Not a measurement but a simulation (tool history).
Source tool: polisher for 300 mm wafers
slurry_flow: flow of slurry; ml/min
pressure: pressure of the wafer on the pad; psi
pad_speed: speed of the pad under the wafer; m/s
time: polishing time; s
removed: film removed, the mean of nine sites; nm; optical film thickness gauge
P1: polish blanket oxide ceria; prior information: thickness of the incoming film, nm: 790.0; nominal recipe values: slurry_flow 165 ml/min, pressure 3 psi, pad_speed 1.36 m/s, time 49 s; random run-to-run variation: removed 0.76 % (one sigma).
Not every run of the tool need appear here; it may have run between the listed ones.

run,day,slurry_flow,pressure,pad_speed,time,wafers polished on this pad,hours since the slurry nozzle was cleaned,hours since the head pressure was calibrated,removed
1,0.662,165,3,1.36,49,309,200.2,242.9,318.65
2,1.296,165,3,2.16,49,460,215.4,258.1,512.82
3,1.783,165,3,1.36,49,577,227.1,269.8,323.35
4,2.217,205,3,1.36,36,680,237.5,280.2,246.9
5,2.679,165,3,1.36,49,791,248.6,291.3,324.82
6,3.142,100,3,1.36,49,901,259.7,302.4,293.7
7,3.533,165,4.3,1.68,49,995,269.1,311.8,564.28
8,4.05,165,3,0.62,49,1119,281.5,324.2,147.06
9,4.571,215,3,1.36,49,1243,294,336.7,335.71
10,5.158,165,1.4,1.36,49,1384,308.1,350.8,150.26
11,5.662,165,3,1.36,68,1504,320.2,362.9,448.09
12,5.992,165,3,1.36,49,1583,328.1,370.8,319.87
# day 6.221: head pressure recalibrated
13,6.521,165,4.1,1.36,49,1709,340.8,7.3,443.93
14,7.175,165,3,1.36,22,1866,356.5,23,144.6
15,7.629,165,3,1.36,49,1974,367.4,33.9,320.49

Run 16 is up next; what results do you expect?
16,8.271,165,3,1.36,49,2128,382.8,49.3,?

removed: 314 nm
